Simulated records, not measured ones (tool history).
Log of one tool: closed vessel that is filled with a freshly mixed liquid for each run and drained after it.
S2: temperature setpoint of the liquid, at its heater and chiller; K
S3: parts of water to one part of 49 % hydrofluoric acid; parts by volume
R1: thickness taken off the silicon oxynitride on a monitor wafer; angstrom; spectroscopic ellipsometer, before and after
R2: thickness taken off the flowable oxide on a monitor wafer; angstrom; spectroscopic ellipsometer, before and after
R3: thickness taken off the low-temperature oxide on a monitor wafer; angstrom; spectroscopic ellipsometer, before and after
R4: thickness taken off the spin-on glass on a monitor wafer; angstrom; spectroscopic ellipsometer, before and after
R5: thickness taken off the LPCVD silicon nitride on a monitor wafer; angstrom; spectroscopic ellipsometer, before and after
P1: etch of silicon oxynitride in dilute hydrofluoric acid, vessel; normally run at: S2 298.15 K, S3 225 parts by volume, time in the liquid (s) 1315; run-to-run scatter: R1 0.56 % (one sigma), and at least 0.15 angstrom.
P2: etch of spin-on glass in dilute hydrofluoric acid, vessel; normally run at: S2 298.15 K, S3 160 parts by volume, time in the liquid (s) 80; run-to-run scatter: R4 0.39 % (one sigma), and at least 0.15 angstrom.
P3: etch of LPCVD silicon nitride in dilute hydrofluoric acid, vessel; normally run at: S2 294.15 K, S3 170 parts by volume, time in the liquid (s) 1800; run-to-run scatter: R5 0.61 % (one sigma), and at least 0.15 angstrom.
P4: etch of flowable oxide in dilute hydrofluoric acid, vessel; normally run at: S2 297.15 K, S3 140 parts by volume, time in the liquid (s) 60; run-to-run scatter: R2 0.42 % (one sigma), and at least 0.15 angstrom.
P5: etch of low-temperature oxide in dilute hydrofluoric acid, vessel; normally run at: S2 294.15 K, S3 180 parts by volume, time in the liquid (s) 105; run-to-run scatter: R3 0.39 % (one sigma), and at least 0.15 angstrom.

run 1 hour=3.8 | process_that_ran=P1 S2=298.15 S3=225 time_in_the_liquid_(s)=1315 | R1=80.576
run 2 hour=6.7 | process_that_ran=P4 S2=297.15 S3=140 time_in_the_liquid_(s)=60 | R2=277.28
run 3 hour=12 | process_that_ran=P5 S2=294.15 S3=180 time_in_the_liquid_(s)=175 | R3=108.41
run 4 hour=14.7 | process_that_ran=P1 S2=298.15 S3=355 time_in_the_liquid_(s)=2030 | R1=71.938
run 5 hour=19 | process_that_ran=P4 S2=297.15 S3=140 time_in_the_liquid_(s)=100 | R2=458.91
run 6 hour=24.2 | process_that_ran=P1 S2=298.15 S3=225 time_in_the_liquid_(s)=145 | R1=8.9367
run 7 hour=27 | process_that_ran=P1 S2=298.15 S3=110 time_in_the_liquid_(s)=1315 | R1=182.93
run 8 hour=29.7 | process_that_ran=P2 S2=298.15 S3=45 time_in_the_liquid_(s)=80 | R4=590.44
run 9 hour=33.6 | process_that_ran=P3 S2=294.15 S3=170 time_in_the_liquid_(s)=3160 | R5=67.692
run 10 hour=37.6 | process_that_ran=P1 S2=298.15 S3=225 time_in_the_liquid_(s)=1315 | R1=80.395
run 11 hour=42.2 | process_that_ran=P3 S2=290.15 S3=170 time_in_the_liquid_(s)=1800 | R5=29.784
run 12 hour=45.6 | process_that_ran=P1 S2=298.15 S3=225 time_in_the_liquid_(s)=1315 | R1=80.861
run 13 hour=48.5 | process_that_ran=P1 S2=304.15 S3=225 time_in_the_liquid_(s)=1315 | R1=104.78
run 14 hour=54 | process_that_ran=P5 S2=302.15 S3=180 time_in_the_liquid_(s)=105 | R3=87.495
run 15 hour=58.7 | process_that_ran=P3 S2=294.15 S3=170 time_in_the_liquid_(s)=1800 | R5=38.594
run 16 hour=63.7 | process_that_ran=P5 S2=294.15 S3=180 time_in_the_liquid_(s)=105 | R3=65.489
run 17 hour=68.2 | process_that_ran=P4 S2=297.15 S3=60 time_in_the_liquid_(s)=60 | R2=715.42
run 18 hour=71.9 | process_that_ran=P1 S2=291.15 S3=225 time_in_the_liquid_(s)=1315 | R1=59.107
run 19 hour=75.4 | process_that_ran=P1 S2=298.15 S3=225 time_in_the_liquid_(s)=2270 | R1=139.15
run 20 hour=79.4 | process_that_ran=P5 S2=294.15 S3=180 time_in_the_liquid_(s)=105 | R3=65.399
run 21 hour=84 | process_that_ran=P1 S2=298.15 S3=225 time_in_the_liquid_(s)=1315 | R1=80.809
run 22 hour=89.5 | process_that_ran=P3 S2=294.15 S3=30 time_in_the_liquid_(s)=1800 | R5=208.4
run 23 hour=93.7 | process_that_ran=P2 S2=306.15 S3=160 time_in_the_liquid_(s)=80 | R4=191.43
run 24 hour=97.3 | process_that_ran=P1 S2=298.15 S3=340 time_in_the_liquid_(s)=1315 | R1=49.341
run 25 hour=99.7 | process_that_ran=P5 S2=294.15 S3=45 time_in_the_liquid_(s)=105 | R3=304.15
run 26 hour=102.9 | process_that_ran=P1 S2=303.65 S3=365 time_in_the_liquid_(s)=1315 | R1=56.353
run 27 hour=107.3 | process_that_ran=P4 S2=290.15 S3=140 time_in_the_liquid_(s)=60 | R2=210.44
run 28 hour=110.2 | process_that_ran=P2 S2=298.15 S3=160 time_in_the_liquid_(s)=80 | R4=143.15
run 29 hour=112.7 | process_that_ran=P2 S2=298.15 S3=160 time_in_the_liquid_(s)=145 | R4=258.67
run 30 hour=117.3 | process_that_ran=P1 S2=298.15 S3=225 time_in_the_liquid_(s)=1315 | R1=81.138
run 31 hour=121.6 | process_that_ran=P1 S2=298.15 S3=225 time_in_the_liquid_(s)=1315 | R1=78.069
run 32 hour=125.4 | process_that_ran=P1 S2=298.15 S3=225 time_in_the_liquid_(s)=1315 | R1=75.812
run 33 hour=128.3 | process_that_ran=P1 S2=298.15 S3=225 time_in_the_liquid_(s)=1315 | R1=75.202
run 34 hour=132.1 | process_that_ran=P1 S2=298.15 S3=225 time_in_the_liquid_(s)=1315 | R1=74.492
run 35 hour=134.9 | process_that_ran=P1 S2=298.15 S3=225 time_in_the_liquid_(s)=1315 | R1=73.486
run 36 hour=140 | process_that_ran=P1 S2=298.15 S3=225 time_in_the_liquid_(s)=1315 | R1=73.567
run 37 hour=142.5 | process_that_ran=P1 S2=298.15 S3=225 time_in_the_liquid_(s)=1315 | R1=73.59
run 38 hour=146 | process_that_ran=P1 S2=298.15 S3=225 time_in_the_liquid_(s)=1315 | R1=73.911

What P1 gives has crept away from where it was. These 2 causes fit the log equally well, each at the size given:
A: hydrofluoric acid flow below the setpoint (%) = 7.77
B: liquid colder than its thermometer reads (K) = 2.16
The creep began at about hour 117.3.

4 check runs are offered, one wafer each, their results left as question marks. Which one tells the causes apart?
run check 1 hour=149.5 | process_that_ran=P4 S2=297.15 S3=85 time_in_the_liquid_(s)=60 | R2=?
run check 2 hour=149.5 | process_that_ran=P2 S2=298.15 S3=80 time_in_the_liquid_(s)=80 | R4=?
run check 3 hour=149.5 | process_that_ran=P3 S2=294.15 S3=50 time_in_the_liquid_(s)=3120 | R5=?
run check 4 hour=149.5 | process_that_ran=P5 S2=294.15 S3=80 time_in_the_liquid_(s)=150 | R3=?

What each check would give under each cause:
check=check_1 result=R2 if_A=445.95 if_B=447.05
check=check_2 result=R4 if_A=290.33 if_B=291.11
check=check_3 result=R5 if_A=204.74 if_B=190.63
check=check_4 result=R3 if_A=213.52 if_B=213.27
How far apart the two closest causes lie, in the result that separates them most: check 1 0.25 %; check 2 0.27 %; check 3 7.14 %; check 4 0.12 %
Check 3 tells the causes apart: in the others they would give nearly the same result.

Then check 3 was run and gave: R5 202.59 angstrom. Which cause is it?

It is A: hydrofluoric acid flow below the setpoint (%).

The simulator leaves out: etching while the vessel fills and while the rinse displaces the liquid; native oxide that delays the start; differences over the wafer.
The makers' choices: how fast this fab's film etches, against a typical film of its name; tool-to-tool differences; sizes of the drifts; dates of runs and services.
